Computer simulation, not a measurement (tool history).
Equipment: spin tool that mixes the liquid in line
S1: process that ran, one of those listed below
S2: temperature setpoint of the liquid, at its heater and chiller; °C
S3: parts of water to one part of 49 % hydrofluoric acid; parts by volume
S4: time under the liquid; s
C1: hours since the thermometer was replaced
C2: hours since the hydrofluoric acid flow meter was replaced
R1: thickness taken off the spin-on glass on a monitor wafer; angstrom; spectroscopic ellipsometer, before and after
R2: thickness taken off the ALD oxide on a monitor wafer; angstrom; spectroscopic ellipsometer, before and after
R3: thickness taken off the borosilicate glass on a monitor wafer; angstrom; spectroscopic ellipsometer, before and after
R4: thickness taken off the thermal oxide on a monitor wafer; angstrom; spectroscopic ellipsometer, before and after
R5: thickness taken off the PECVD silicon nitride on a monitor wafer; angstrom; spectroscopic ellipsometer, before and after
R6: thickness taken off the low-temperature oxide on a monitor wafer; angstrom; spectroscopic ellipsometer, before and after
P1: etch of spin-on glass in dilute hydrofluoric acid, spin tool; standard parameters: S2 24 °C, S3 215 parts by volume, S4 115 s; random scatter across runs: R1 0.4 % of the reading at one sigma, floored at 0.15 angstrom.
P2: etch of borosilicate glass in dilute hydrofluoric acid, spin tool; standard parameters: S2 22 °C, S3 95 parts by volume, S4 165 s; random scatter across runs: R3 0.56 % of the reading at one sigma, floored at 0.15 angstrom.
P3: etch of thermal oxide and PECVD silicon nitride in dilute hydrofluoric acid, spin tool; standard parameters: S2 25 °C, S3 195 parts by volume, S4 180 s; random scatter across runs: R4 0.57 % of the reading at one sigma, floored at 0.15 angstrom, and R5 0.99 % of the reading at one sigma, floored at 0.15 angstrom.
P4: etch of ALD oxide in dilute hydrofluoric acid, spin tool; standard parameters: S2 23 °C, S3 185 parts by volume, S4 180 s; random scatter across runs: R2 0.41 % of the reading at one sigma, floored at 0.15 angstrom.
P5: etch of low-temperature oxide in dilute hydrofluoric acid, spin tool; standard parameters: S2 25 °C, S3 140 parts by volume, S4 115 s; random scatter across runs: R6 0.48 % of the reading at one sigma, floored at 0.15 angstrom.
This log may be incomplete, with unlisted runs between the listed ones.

run 1 hour=7 | S1=P1 S2=24 S3=215 S4=115 | C1=241.2 C2=281.5 | R1=97.949
run 2 hour=17.5 | S1=P1 S2=24 S3=215 S4=190 | C1=251.7 C2=292 | R1=162.79
run 3 hour=33.4 | S1=P1 S2=24 S3=105 S4=50 | C1=267.6 C2=307.9 | R1=99.416
run 4 hour=48.7 | S1=P1 S2=24 S3=110 S4=115 | C1=282.9 C2=323.2 | R1=215.41
run 5 hour=60.6 | S1=P4 S2=23 S3=185 S4=180 | C1=294.8 C2=335.1 | R2=283.26
run 6 hour=68.3 | S1=P2 S2=22 S3=160 S4=165 | C1=302.5 C2=342.8 | R3=172.9
run 7 hour=80 | S1=P1 S2=24 S3=130 S4=25 | C1=314.2 C2=354.5 | R1=39.017
run 8 hour=96.2 | S1=P2 S2=22 S3=95 S4=325 | C1=330.4 C2=370.7 | R3=617.62
run 9 hour=111.9 | S1=P4 S2=23 S3=265 S4=180 | C1=346.1 C2=386.4 | R2=182.6
run 10 hour=120.2 | S1=P1 S2=24 S3=215 S4=115 | C1=354.4 C2=394.7 | R1=98.115
run 11 hour=127.2 | S1=P1 S2=24 S3=215 S4=115 | C1=361.4 C2=401.7 | R1=98.063
run 12 hour=139.2 | S1=P3 S2=25 S3=295 S4=180 | C1=373.4 C2=413.7 | R4=24.371 R5=15.961
run 13 hour=151 | S1=P1 S2=24 S3=215 S4=115 | C1=385.2 C2=425.5 | R1=98.239
run 14 hour=166.5 | S1=P3 S2=32 S3=195 S4=180 | C1=400.7 C2=441 | R4=53.611 R5=37.373
run 15 hour=176.5 | S1=P5 S2=25 S3=255 S4=115 | C1=410.7 C2=451 | R6=130.51
run 16 hour=191.6 | S1=P5 S2=25 S3=140 S4=115 | C1=425.8 C2=466.1 | R6=272.44
run 17 hour=198.6 | S1=P1 S2=24 S3=120 S4=210 | C1=432.8 C2=473.1 | R1=356.42
run 18 hour=205.6 | S1=P5 S2=18.5 S3=140 S4=115 | C1=439.8 C2=480.1 | R6=210.21
run 19 hour=221.2 | S1=P3 S2=25 S3=195 S4=360 | C1=455.4 C2=495.7 | R4=83.254 R5=48.515
run 20 hour=237.1 | S1=P1 S2=24 S3=215 S4=115 | C1=471.3 C2=511.6 | R1=97.44
run 21 hour=252.7 | S1=P1 S2=24 S3=215 S4=60 | C1=486.9 C2=527.2 | R1=51.509
run 22 hour=266.6 | S1=P5 S2=25 S3=140 S4=55 | C1=500.8 C2=541.1 | R6=130.91
run 23 hour=276 | S1=P1 S2=24 S3=300 S4=115 | C1=510.2 C2=550.5 | R1=64.584
run 24 hour=291.1 | S1=P3 S2=25 S3=195 S4=180 | C1=525.3 C2=565.6 | R4=41.626 R5=24.228
run 25 hour=298.9 | S1=P4 S2=23 S3=185 S4=180 | C1=533.1 C2=573.4 | R2=284.27
run 26 hour=308.6 | S1=P1 S2=24 S3=215 S4=115 | C1=542.8 C2=583.1 | R1=98.49
run 27 hour=317.4 | S1=P2 S2=22 S3=95 S4=165 | C1=551.6 C2=591.9 | R3=315.05
run 28 hour=329.5 | S1=P1 S2=29 S3=215 S4=115 | C1=563.7 C2=604 | R1=117.55
run 29 hour=341.9 | S1=P2 S2=22 S3=95 S4=165 | C1=576.1 C2=616.4 | R3=311
run 30 hour=356.4 | S1=P4 S2=17 S3=185 S4=180 | C1=590.6 C2=630.9 | R2=225.97
run 31 hour=364 | S1=P4 S2=23 S3=185 S4=15 | C1=598.2 C2=638.5 | R2=23.622
run 32 hour=375.7 | S1=P1 S2=18.5 S3=215 S4=115 | C1=609.9 C2=650.2 | R1=80.121
run 33 hour=391.4 | S1=P2 S2=26.5 S3=95 S4=165 | C1=625.6 C2=665.9 | R3=375.99
run 34 hour=405.7 | S1=P3 S2=25 S3=195 S4=180 | C1=639.9 C2=680.2 | R4=40.92 R5=24.705
run 35 hour=419.4 | S1=P1 S2=24 S3=215 S4=115 | C1=653.6 C2=693.9 | R1=98.96
run 36 hour=430.8 | S1=P1 S2=24 S3=215 S4=115 | C1=665 C2=705.3 | R1=99.94
run 37 hour=443.7 | S1=P1 S2=24 S3=215 S4=115 | C1=677.9 C2=718.2 | R1=102.01
run 38 hour=455.2 | S1=P1 S2=24 S3=215 S4=115 | C1=689.4 C2=729.7 | R1=102.71
run 39 hour=465.7 | S1=P1 S2=24 S3=215 S4=115 | C1=699.9 C2=740.2 | R1=103.02

Predict the results of run 40:
run 40 hour=479.8 | S1=P1 S2=24 S3=215 S4=115 | C1=714 C2=754.3 | R1=?

Run 40 yielded R1 102.74 angstrom.
